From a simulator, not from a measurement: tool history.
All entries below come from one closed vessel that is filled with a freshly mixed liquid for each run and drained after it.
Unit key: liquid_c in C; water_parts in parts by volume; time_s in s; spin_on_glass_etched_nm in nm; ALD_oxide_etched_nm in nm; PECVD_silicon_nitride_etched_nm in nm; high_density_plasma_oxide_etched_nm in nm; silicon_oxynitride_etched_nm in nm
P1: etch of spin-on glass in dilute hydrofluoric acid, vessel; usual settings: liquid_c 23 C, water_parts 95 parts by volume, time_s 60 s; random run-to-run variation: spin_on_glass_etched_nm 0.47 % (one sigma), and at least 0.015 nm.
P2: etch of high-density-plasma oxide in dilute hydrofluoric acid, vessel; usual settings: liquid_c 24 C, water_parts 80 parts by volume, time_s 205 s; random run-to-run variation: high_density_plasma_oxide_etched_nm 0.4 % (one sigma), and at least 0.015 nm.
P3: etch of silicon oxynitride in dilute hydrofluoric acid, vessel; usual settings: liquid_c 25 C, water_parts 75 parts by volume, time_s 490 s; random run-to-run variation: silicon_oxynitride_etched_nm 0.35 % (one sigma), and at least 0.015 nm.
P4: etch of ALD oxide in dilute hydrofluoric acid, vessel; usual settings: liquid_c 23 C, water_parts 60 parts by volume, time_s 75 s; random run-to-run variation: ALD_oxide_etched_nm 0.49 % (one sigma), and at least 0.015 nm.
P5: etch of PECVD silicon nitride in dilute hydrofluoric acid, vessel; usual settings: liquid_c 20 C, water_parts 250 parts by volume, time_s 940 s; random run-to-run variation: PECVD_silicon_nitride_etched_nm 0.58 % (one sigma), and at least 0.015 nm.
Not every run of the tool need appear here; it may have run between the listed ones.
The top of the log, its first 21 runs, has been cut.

| run | hour | process | liquid_c | water_parts | time_s | hours since the thermometer was replaced | hours since the hydrofluoric acid flow meter was replaced | spin_on_glass_etched_nm | ALD_oxide_etched_nm | PECVD_silicon_nitride_etched_nm | high_density_plasma_oxide_etched_nm | silicon_oxynitride_etched_nm |
|---|---|---|---|---|---|---|---|---|---|---|---|---|
| 22 | 219.9 | P5 | 20 | 250 | 940 | 1110.7 | 1176.3 |  |  | 5.0028 |  |  |
| 23 | 234.4 | P3 | 25 | 75 | 490 | 1125.2 | 1190.8 |  |  |  |  | 10.156 |
| 24 | 244.9 | P4 | 23 | 60 | 75 | 1135.7 | 1201.3 |  | 12.667 |  |  |  |
| 25 | 252.3 | P1 | 17 | 95 | 30 | 1143.1 | 1208.7 | 10.01 |  |  |  |  |
| 26 | 264.3 | P1 | 23 | 150 | 60 | 1155.1 | 1220.7 | 15.274 |  |  |  |  |
| 27 | 278.1 | P5 | 20 | 100 | 940 | 1168.9 | 1234.5 |  |  | 12.065 |  |  |
| 28 | 287.6 | P1 | 19 | 95 | 105 | 1178.4 | 1244 | 38.018 |  |  |  |  |
| 29 | 294.1 | P1 | 23 | 95 | 60 | 1184.9 | 1250.5 | 25.568 |  |  |  |  |

Run 30 comes next. What will it give?
| 30 | 301.9 | P3 | 25 | 140 | 490 | 1192.7 | 1258.3 |  |  |  |  | ? |

silicon_oxynitride_etched_nm: 5.118 nm
